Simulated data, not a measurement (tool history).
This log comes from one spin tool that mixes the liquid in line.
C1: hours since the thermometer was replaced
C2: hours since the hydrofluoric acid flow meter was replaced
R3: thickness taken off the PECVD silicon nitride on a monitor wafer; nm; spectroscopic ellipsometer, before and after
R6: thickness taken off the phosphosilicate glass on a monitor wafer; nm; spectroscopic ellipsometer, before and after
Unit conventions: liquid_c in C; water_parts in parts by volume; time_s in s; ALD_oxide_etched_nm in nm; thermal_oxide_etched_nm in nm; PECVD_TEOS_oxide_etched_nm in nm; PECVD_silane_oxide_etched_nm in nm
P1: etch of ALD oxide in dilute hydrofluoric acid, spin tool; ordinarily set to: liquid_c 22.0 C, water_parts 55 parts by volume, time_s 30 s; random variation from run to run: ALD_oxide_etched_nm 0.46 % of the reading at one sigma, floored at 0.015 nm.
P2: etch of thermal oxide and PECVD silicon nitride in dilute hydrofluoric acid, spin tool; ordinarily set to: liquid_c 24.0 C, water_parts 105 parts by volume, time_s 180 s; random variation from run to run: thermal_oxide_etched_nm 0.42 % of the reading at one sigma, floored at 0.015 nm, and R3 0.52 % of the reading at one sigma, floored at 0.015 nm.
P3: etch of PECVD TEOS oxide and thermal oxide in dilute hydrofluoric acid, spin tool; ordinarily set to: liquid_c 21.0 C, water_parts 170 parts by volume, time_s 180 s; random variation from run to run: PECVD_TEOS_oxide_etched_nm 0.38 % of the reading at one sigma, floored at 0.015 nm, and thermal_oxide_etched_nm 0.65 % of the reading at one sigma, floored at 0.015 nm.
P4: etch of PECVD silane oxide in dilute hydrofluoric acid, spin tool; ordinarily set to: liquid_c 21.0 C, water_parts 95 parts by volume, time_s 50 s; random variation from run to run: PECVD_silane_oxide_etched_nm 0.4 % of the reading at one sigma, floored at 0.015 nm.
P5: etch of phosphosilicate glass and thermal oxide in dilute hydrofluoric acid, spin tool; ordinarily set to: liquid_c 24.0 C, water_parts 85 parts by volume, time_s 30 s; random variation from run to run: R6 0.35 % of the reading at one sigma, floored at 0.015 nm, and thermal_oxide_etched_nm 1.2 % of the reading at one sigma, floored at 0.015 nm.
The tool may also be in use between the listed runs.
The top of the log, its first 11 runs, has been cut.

run 12 hour=50.9 | process=P4 liquid_c=21.0 water_parts=95 time_s=85 | C1=22.9 C2=1821.6 | PECVD_silane_oxide_etched_nm=16.4540
run 13 hour=56.5 | process=P5 liquid_c=24.0 water_parts=85 time_s=15 | C1=28.5 C2=1827.2 | thermal_oxide_etched_nm=0.90919 R6=26.909
run 14 hour=62.6 | process=P1 liquid_c=22.0 water_parts=55 time_s=30 | C1=34.6 C2=1833.3 | ALD_oxide_etched_nm=14.2880
run 15 hour=67.3 | process=P1 liquid_c=22.0 water_parts=55 time_s=30 | C1=39.3 C2=1838.0 | ALD_oxide_etched_nm=14.3920
run 16 hour=72.1 | process=P5 liquid_c=31.5 water_parts=85 time_s=30 | C1=44.1 C2=1842.8 | thermal_oxide_etched_nm=2.38070 R6=71.770
run 17 hour=76.8 | process=P4 liquid_c=26.5 water_parts=95 time_s=50 | C1=48.8 C2=1847.5 | PECVD_silane_oxide_etched_nm=12.0250
run 18 hour=82.0 | process=P1 liquid_c=27.5 water_parts=55 time_s=15 | C1=54.0 C2=1852.7 | ALD_oxide_etched_nm=8.9340
run 19 hour=86.3 | process=P1 liquid_c=22.0 water_parts=55 time_s=60 | C1=58.3 C2=1857.0 | ALD_oxide_etched_nm=28.9640
run 20 hour=90.7 | process=P4 liquid_c=21.0 water_parts=95 time_s=50 | C1=62.7 C2=1861.4 | PECVD_silane_oxide_etched_nm=9.7082
run 21 hour=95.6 | process=P5 liquid_c=24.0 water_parts=85 time_s=30 | C1=67.6 C2=1866.3 | thermal_oxide_etched_nm=1.79050 R6=53.246
run 22 hour=101.9 | process=P2 liquid_c=24.0 water_parts=105 time_s=350 | C1=73.9 C2=1872.6 | thermal_oxide_etched_nm=15.50300 R3=12.841
run 23 hour=106.2 | process=P1 liquid_c=22.0 water_parts=55 time_s=30 | C1=78.2 C2=1876.9 | ALD_oxide_etched_nm=14.3620
run 24 hour=111.7 | process=P1 liquid_c=17.0 water_parts=55 time_s=30 | C1=83.7 C2=1882.4 | ALD_oxide_etched_nm=11.5950
run 25 hour=116.2 | process=P3 liquid_c=21.0 water_parts=170 time_s=180 | C1=88.2 C2=1886.9 | thermal_oxide_etched_nm=3.98830 PECVD_TEOS_oxide_etched_nm=13.450
run 26 hour=120.8 | process=P5 liquid_c=24.0 water_parts=85 time_s=30 | C1=92.8 C2=1891.5 | thermal_oxide_etched_nm=1.71110 R6=53.590

Run 27 comes next. What will it give?
run 27 hour=124.9 | process=P1 liquid_c=22.0 water_parts=35 time_s=15 | C1=96.9 C2=1895.6 | ALD_oxide_etched_nm=?

Run 27 measured ALD_oxide_etched_nm 11.5700 nm.

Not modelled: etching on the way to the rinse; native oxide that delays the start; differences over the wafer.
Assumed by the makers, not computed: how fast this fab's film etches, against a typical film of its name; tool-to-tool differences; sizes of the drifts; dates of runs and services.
